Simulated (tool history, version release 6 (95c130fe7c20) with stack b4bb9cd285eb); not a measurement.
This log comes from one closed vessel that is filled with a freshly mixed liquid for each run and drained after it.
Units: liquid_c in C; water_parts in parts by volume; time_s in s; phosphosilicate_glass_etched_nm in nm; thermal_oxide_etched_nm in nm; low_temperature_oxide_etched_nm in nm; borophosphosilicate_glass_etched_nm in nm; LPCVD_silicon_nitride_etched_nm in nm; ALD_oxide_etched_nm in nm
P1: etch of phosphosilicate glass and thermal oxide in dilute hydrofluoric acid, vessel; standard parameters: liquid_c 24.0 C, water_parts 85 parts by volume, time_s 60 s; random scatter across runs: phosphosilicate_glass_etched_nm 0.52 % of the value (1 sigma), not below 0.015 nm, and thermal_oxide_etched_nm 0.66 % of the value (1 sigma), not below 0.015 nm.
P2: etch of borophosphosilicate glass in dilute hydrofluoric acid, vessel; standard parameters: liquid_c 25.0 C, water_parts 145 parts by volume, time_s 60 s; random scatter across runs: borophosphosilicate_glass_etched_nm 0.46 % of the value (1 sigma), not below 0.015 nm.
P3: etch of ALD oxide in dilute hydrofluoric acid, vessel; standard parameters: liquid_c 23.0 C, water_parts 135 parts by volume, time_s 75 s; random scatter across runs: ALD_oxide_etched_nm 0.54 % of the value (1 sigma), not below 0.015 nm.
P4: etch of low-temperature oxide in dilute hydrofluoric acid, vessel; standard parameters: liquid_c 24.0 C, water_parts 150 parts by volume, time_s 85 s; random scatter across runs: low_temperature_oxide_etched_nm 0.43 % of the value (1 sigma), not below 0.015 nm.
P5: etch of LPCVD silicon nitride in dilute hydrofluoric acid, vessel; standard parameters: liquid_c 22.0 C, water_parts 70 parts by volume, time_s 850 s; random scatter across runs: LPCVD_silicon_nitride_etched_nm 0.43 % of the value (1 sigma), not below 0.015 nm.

| run | hour | process | liquid_c | water_parts | time_s | hours since the thermometer was replaced | hours since the hydrofluoric acid flow meter was replaced | phosphosilicate_glass_etched_nm | thermal_oxide_etched_nm | low_temperature_oxide_etched_nm | borophosphosilicate_glass_etched_nm | LPCVD_silicon_nitride_etched_nm | ALD_oxide_etched_nm |
|---|---|---|---|---|---|---|---|---|---|---|---|---|---|
| 1 | 9.5 | P1 | 24.0 | 85 | 60 | 1295.1 | 983.7 | 63.806 | 3.2290 |  |  |  |  |
| 2 | 22.6 | P4 | 17.0 | 150 | 85 | 1308.2 | 996.8 |  |  | 12.0130 |  |  |  |
| 3 | 35.9 | P1 | 20.0 | 85 | 60 | 1321.5 | 1010.1 | 53.935 | 2.8274 |  |  |  |  |
| 4 | 50.9 | P2 | 25.0 | 145 | 100 | 1336.5 | 1025.1 |  |  |  | 24.455 |  |  |
| 5 | 62.3 | P1 | 30.5 | 85 | 35 | 1347.9 | 1036.5 | 48.010 | 2.4944 |  |  |  |  |
| 6 | 75.7 | P1 | 24.0 | 55 | 30 | 1361.3 | 1049.9 | 51.385 | 2.6249 |  |  |  |  |
| 7 | 83.6 | P5 | 22.0 | 30 | 850 | 1369.2 | 1057.8 |  |  |  |  | 10.9300 |  |
| 8 | 95.0 | P5 | 22.0 | 70 | 850 | 1380.6 | 1069.2 |  |  |  |  | 4.7679 |  |
| 9 | 104.2 | P1 | 24.0 | 85 | 60 | 1389.8 | 1078.4 | 64.026 | 3.2385 |  |  |  |  |
| 10 | 115.8 | P1 | 24.0 | 30 | 105 | 1401.4 | 1090.0 | 338.000 | 17.4990 |  |  |  |  |
| 11 | 123.7 | P1 | 31.5 | 85 | 60 | 1409.3 | 1097.9 | 85.378 | 4.4341 |  |  |  |  |
| 12 | 130.9 | P1 | 24.0 | 140 | 60 | 1416.5 | 1105.1 | 36.288 | 1.8895 |  |  |  |  |
| 13 | 144.6 | P2 | 25.0 | 145 | 60 | 1430.2 | 1118.8 |  |  |  | 14.648 |  |  |
| 14 | 158.1 | P1 | 24.0 | 85 | 60 | 1443.7 | 1132.3 | 63.680 | 3.2882 |  |  |  |  |
| 15 | 172.1 | P2 | 32.0 | 145 | 60 | 1457.7 | 1146.3 |  |  |  | 18.874 |  |  |
| 16 | 178.8 | P3 | 23.0 | 135 | 75 | 1464.4 | 1153.0 |  |  |  |  |  | 6.6276 |
| 17 | 190.5 | P1 | 24.0 | 85 | 30 | 1476.1 | 1164.7 | 31.921 | 1.6451 |  |  |  |  |
| 18 | 198.8 | P4 | 24.0 | 150 | 85 | 1484.4 | 1173.0 |  |  | 15.7420 |  |  |  |
| 19 | 210.1 | P3 | 17.0 | 135 | 75 | 1495.7 | 1184.3 |  |  |  |  |  | 5.1768 |
| 20 | 219.4 | P4 | 24.0 | 150 | 30 | 1505.0 | 1193.6 |  |  | 5.5252 |  |  |  |
| 21 | 231.9 | P1 | 24.0 | 85 | 100 | 1517.5 | 1206.1 | 106.610 | 5.4284 |  |  |  |  |
|  | 234.1 | thermometer replaced |
| 22 | 246.8 | P5 | 28.0 | 70 | 850 | 12.7 | 1221.0 |  |  |  |  | 7.1201 |  |
| 23 | 254.9 | P5 | 22.0 | 70 | 1285 | 20.8 | 1229.1 |  |  |  |  | 7.1589 |  |
| 24 | 268.0 | P1 | 24.0 | 85 | 60 | 33.9 | 1242.2 | 63.774 | 3.2563 |  |  |  |  |
| 25 | 279.1 | P3 | 23.0 | 135 | 30 | 45.0 | 1253.3 |  |  |  |  |  | 2.6198 |
| 26 | 286.3 | P1 | 24.0 | 40 | 60 | 52.2 | 1260.5 | 144.120 | 7.3862 |  |  |  |  |
| 27 | 293.1 | P3 | 23.0 | 135 | 75 | 59.0 | 1267.3 |  |  |  |  |  | 6.6673 |
| 28 | 301.2 | P3 | 23.0 | 250 | 75 | 67.1 | 1275.4 |  |  |  |  |  | 3.1633 |
| 29 | 312.1 | P2 | 25.0 | 145 | 60 | 78.0 | 1286.3 |  |  |  | 14.610 |  |  |
| 30 | 318.9 | P2 | 25.0 | 65 | 60 | 84.8 | 1293.1 |  |  |  | 36.276 |  |  |
| 31 | 334.0 | P1 | 24.0 | 85 | 60 | 99.9 | 1308.2 | 63.230 | 3.3341 |  |  |  |  |
| 32 | 345.1 | P1 | 24.0 | 85 | 60 | 111.0 | 1319.3 | 64.229 | 3.2940 |  |  |  |  |
| 33 | 352.7 | P4 | 24.0 | 150 | 85 | 118.6 | 1326.9 |  |  | 15.8350 |  |  |  |
| 34 | 360.5 | P4 | 24.0 | 270 | 85 | 126.4 | 1334.7 |  |  | 7.6584 |  |  |  |
| 35 | 371.8 | P1 | 24.0 | 85 | 60 | 137.7 | 1346.0 | 63.467 | 3.2661 |  |  |  |  |
| 36 | 379.4 | P1 | 24.0 | 85 | 60 | 145.3 | 1353.6 | 65.696 | 3.3414 |  |  |  |  |
| 37 | 389.8 | P1 | 24.0 | 85 | 60 | 155.7 | 1364.0 | 67.038 | 3.3755 |  |  |  |  |
| 38 | 399.0 | P1 | 24.0 | 85 | 60 | 164.9 | 1373.2 | 67.725 | 3.4771 |  |  |  |  |
| 39 | 411.5 | P1 | 24.0 | 85 | 60 | 177.4 | 1385.7 | 68.160 | 3.5439 |  |  |  |  |
| 40 | 418.9 | P1 | 24.0 | 85 | 60 | 184.8 | 1393.1 | 68.611 | 3.5498 |  |  |  |  |

Run 41 is up next; what results do you expect?
| 41 | 433.9 | P1 | 24.0 | 85 | 60 | 199.8 | 1408.1 | ? | ? |  |  |  |  |

{"run 41": {"phosphosilicate_glass_etched_nm": 69.054, "thermal_oxide_etched_nm": 3.5143}}
